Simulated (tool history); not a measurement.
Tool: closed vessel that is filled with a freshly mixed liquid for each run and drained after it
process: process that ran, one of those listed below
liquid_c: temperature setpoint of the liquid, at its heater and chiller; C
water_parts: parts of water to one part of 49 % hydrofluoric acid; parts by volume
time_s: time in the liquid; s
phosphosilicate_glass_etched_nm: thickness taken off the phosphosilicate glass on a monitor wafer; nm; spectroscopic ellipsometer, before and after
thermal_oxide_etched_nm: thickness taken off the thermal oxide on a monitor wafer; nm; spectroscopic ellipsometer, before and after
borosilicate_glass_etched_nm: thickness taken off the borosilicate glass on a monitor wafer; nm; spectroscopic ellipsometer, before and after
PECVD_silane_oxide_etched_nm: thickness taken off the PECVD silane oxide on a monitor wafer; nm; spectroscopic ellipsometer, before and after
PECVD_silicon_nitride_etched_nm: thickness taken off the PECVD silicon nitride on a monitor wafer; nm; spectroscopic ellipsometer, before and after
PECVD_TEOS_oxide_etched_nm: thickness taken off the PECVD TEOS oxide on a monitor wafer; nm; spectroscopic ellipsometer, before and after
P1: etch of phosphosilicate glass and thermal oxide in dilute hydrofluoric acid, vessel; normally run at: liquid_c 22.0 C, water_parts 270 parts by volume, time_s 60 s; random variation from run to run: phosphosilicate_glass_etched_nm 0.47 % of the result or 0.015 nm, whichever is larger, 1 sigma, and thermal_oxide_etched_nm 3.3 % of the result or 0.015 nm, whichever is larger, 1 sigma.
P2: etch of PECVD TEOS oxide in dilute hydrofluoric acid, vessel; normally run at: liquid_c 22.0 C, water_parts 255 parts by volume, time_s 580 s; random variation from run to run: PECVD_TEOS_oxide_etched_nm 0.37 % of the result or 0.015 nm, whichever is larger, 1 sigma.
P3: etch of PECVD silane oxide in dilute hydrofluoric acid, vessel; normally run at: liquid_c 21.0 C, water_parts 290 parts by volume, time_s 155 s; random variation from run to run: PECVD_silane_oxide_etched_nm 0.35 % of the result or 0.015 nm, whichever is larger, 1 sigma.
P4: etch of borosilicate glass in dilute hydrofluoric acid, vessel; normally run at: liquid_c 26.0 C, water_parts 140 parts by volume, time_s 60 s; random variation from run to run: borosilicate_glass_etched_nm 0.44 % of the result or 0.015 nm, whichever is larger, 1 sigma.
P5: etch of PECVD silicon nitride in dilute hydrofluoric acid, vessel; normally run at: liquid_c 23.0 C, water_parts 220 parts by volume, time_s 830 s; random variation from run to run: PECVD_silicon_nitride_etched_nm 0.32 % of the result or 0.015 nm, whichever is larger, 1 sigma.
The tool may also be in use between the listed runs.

run	hour	process	liquid_c	water_parts	time_s	hours since the thermometer was replaced	hours since the hydrofluoric acid flow meter was replaced	phosphosilicate_glass_etched_nm	thermal_oxide_etched_nm	borosilicate_glass_etched_nm	PECVD_silane_oxide_etched_nm	PECVD_silicon_nitride_etched_nm	PECVD_TEOS_oxide_etched_nm
1	4.5	P1	22.0	270	60	681.8	513.3	20.8270	0.76984				
2	10.5	P1	30.0	270	60	687.8	519.3	27.3510	1.00170				
3	13.6	P1	22.0	270	60	690.9	522.4	20.7010	0.79494				
4	16.9	P4	26.0	140	60	694.2	525.7			24.410			
5	21.6	P4	26.0	140	100	698.9	530.4			40.764			
6	25.1	P1	22.0	270	120	702.4	533.9	41.7950	1.54290				
7	30.1	P3	21.0	455	155	707.4	538.9				3.8608		
8	34.5	P1	22.0	270	60	711.8	543.3	20.9510	0.79203				
9	40.2	P3	21.0	290	55	717.5	549.0				2.5041		
10	43.4	P4	34.0	140	60	720.7	552.2			32.613			
11	49.4	P1	22.0	270	60	726.7	558.2	20.8560	0.77753				
12	55.5	P1	22.0	120	60	732.8	564.3	55.0720	2.08680				
13	60.3	P1	22.0	270	60	737.6	569.1	20.6800	0.76603				
14	64.9	P3	21.0	290	155	742.2	573.7				7.1002		
15	70.1	P1	22.0	270	60	747.4	578.9	20.8760	0.77750				
16	76.2	P1	22.0	475	60	753.5	585.0	9.9669	0.38162				
17	80.1	P3	27.0	290	155	757.4	588.9				8.6832		
18	83.1	P5	23.0	220	830	760.4	591.9					10.6560	
19	86.7	P2	17.0	255	580	764.0	595.5						20.2060
20	90.7	P4	26.0	25	60	768.0	599.5			158.240			
21	95.6	P5	23.0	330	830	772.9	604.4					7.1563	
# hour 95.7: hydrofluoric acid flow meter replaced
22	99.6	P1	17.0	270	30	776.9	4.0	8.6557	0.36725				
23	105.0	P1	17.0	270	60	782.3	9.4	17.3350	0.62827				
24	110.8	P5	23.0	220	280	788.1	15.2					3.6013	
25	114.9	P2	22.0	65	580	792.2	19.3						117.1800
26	119.2	P5	29.5	220	830	796.5	23.6					15.9020	
27	123.7	P2	22.0	255	580	801.0	28.1						24.2690
28	129.1	P1	22.0	270	30	806.4	33.5	10.5100	0.39364				
29	133.5	P2	22.0	255	175	810.8	37.9						7.3533
30	139.2	P1	22.0	270	60	816.5	43.6	20.9480	0.73303				
31	144.6	P1	22.0	270	60	821.9	49.0	21.6110	0.81122				
32	149.1	P1	22.0	270	60	826.4	53.5	21.7910	0.82782				
33	154.9	P1	22.0	270	60	832.2	59.3	22.1360	0.85105				
34	160.1	P1	22.0	270	60	837.4	64.5	22.2210	0.82221				
35	165.4	P1	22.0	270	60	842.7	69.8	22.5790	0.82819				
36	171.5	P1	22.0	270	60	848.8	75.9	22.8380	0.88844				
37	175.7	P1	22.0	270	60	853.0	80.1	22.6190	0.78760				
38	180.9	P1	22.0	270	60	858.2	85.3	22.5410	0.88989				
39	186.8	P1	22.0	270	60	864.1	91.2	22.7170	0.86946				

What P1 gives has crept away from where it was. These 2 causes fit the log equally well, each at the size given:
A: liquid hotter than its thermometer reads (K) = 2.26
B: hydrofluoric acid flow above the setpoint (%) = 6.65
The creep began at about hour 139.2.

4 check runs are offered, one wafer each, their results left as question marks. Which one tells the causes apart?
check 1	192.7	P3	21.0	290	155						?		
check 2	192.7	P5	23.0	220	830							?	
check 3	192.7	P2	22.0	255	580								?
check 4	192.7	P4	26.0	140	60					?			

What each check would give under each cause:
check	result	if A	if B
check 1	PECVD_silane_oxide_etched_nm	7.6434	7.6459
check 2	PECVD_silicon_nitride_etched_nm	12.2540	11.3320
check 3	PECVD_TEOS_oxide_etched_nm	26.4080	26.3670
check 4	borosilicate_glass_etched_nm	26.569	26.323
How far apart the two closest causes lie, in the result that separates them most: check 1 0.03 %; check 2 7.82 %; check 3 0.16 %; check 4 0.93 %
Check 2 tells the causes apart: in the others they would give nearly the same result.

Check 2 was then run and gave: PECVD_silicon_nitride_etched_nm 12.2810 nm. Which cause is it?

It is A: liquid hotter than its thermometer reads (K).

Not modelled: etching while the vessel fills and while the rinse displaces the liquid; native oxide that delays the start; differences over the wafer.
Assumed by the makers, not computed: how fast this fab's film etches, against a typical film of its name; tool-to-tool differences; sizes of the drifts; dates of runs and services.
